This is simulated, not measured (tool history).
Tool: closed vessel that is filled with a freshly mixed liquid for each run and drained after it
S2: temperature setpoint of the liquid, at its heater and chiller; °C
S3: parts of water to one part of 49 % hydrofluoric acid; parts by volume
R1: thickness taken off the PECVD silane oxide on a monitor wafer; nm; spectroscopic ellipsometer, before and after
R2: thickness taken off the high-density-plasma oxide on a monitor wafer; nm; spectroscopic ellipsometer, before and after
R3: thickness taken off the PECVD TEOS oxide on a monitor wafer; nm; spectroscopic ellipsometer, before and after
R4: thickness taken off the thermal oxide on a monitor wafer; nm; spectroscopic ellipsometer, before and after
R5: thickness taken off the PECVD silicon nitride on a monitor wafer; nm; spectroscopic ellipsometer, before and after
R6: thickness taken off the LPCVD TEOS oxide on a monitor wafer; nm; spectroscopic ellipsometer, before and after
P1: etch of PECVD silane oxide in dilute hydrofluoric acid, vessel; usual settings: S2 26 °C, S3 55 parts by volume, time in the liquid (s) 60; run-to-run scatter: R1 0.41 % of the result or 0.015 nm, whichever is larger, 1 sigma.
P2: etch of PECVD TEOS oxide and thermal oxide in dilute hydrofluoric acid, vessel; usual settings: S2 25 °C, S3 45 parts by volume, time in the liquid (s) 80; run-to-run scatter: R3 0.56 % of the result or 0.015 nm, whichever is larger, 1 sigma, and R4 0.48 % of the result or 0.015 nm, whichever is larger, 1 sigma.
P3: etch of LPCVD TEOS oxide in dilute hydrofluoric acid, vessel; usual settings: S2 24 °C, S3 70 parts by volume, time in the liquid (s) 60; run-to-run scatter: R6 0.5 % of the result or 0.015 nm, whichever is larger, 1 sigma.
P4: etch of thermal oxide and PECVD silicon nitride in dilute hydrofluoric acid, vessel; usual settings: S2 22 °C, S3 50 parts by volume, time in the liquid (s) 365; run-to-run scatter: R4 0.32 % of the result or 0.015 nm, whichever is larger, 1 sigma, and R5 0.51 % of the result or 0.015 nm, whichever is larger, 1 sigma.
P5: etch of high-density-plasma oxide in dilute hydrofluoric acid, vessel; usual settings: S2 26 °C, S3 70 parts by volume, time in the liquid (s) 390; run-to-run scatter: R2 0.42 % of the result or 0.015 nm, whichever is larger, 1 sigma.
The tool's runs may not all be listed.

run 1 hour=12.2 | process_that_ran=P1 S2=26 S3=55 time_in_the_liquid_(s)=60 | R1=43.846
run 2 hour=26.5 | process_that_ran=P5 S2=26 S3=70 time_in_the_liquid_(s)=390 | R2=33.338
run 3 hour=40.7 | process_that_ran=P2 S2=25 S3=45 time_in_the_liquid_(s)=30 | R3=21.092 R4=3.4747
run 4 hour=49.4 | process_that_ran=P1 S2=33 S3=55 time_in_the_liquid_(s)=60 | R1=57.781
run 5 hour=60.3 | process_that_ran=P1 S2=26 S3=55 time_in_the_liquid_(s)=30 | R1=21.989
run 6 hour=68.7 | process_that_ran=P5 S2=26 S3=70 time_in_the_liquid_(s)=80 | R2=6.8944
run 7 hour=82.1 | process_that_ran=P1 S2=26 S3=55 time_in_the_liquid_(s)=60 | R1=43.885
run 8 hour=94.5 | process_that_ran=P2 S2=25 S3=45 time_in_the_liquid_(s)=80 | R3=56.836 R4=9.2345
run 9 hour=104.4 | process_that_ran=P1 S2=21.5 S3=55 time_in_the_liquid_(s)=60 | R1=36.241
run 10 hour=111.3 | process_that_ran=P2 S2=25 S3=65 time_in_the_liquid_(s)=80 | R3=38.455 R4=6.1783
run 11 hour=119.2 | process_that_ran=P5 S2=26 S3=25 time_in_the_liquid_(s)=390 | R2=99.467
run 12 hour=132 | process_that_ran=P2 S2=21 S3=45 time_in_the_liquid_(s)=80 | R3=48.252 R4=7.7872
run 13 hour=139.9 | process_that_ran=P1 S2=26 S3=55 time_in_the_liquid_(s)=60 | R1=44.081
run 14 hour=155.5 | process_that_ran=P4 S2=17 S3=50 time_in_the_liquid_(s)=365 | R4=26.038 R5=11.535
run 15 hour=167.8 | process_that_ran=P3 S2=24 S3=70 time_in_the_liquid_(s)=60 | R6=39.569
run 16 hour=179.3 | process_that_ran=P1 S2=26 S3=55 time_in_the_liquid_(s)=60 | R1=44.048
run 17 hour=188.5 | process_that_ran=P1 S2=26 S3=25 time_in_the_liquid_(s)=30 | R1=49.809
run 18 hour=202.7 | process_that_ran=P5 S2=30 S3=70 time_in_the_liquid_(s)=390 | R2=39.022
run 19 hour=217.2 | process_that_ran=P4 S2=22 S3=50 time_in_the_liquid_(s)=365 | R4=32.35 R5=16.362
run 20 hour=229.9 | process_that_ran=P3 S2=29.5 S3=70 time_in_the_liquid_(s)=60 | R6=49.397
-- hour=240.4 thermometer replaced
run 21 hour=245.8 | process_that_ran=P1 S2=26 S3=80 time_in_the_liquid_(s)=60 | R1=29.252
run 22 hour=255.3 | process_that_ran=P1 S2=26 S3=20 time_in_the_liquid_(s)=60 | R1=126.82
run 23 hour=262.4 | process_that_ran=P1 S2=26 S3=55 time_in_the_liquid_(s)=60 | R1=43.862

Forecast run 24:
run 24 hour=276.2 | process_that_ran=P3 S2=24 S3=70 time_in_the_liquid_(s)=30 | R6=?

{"run 24": {"R6": 19.849}}
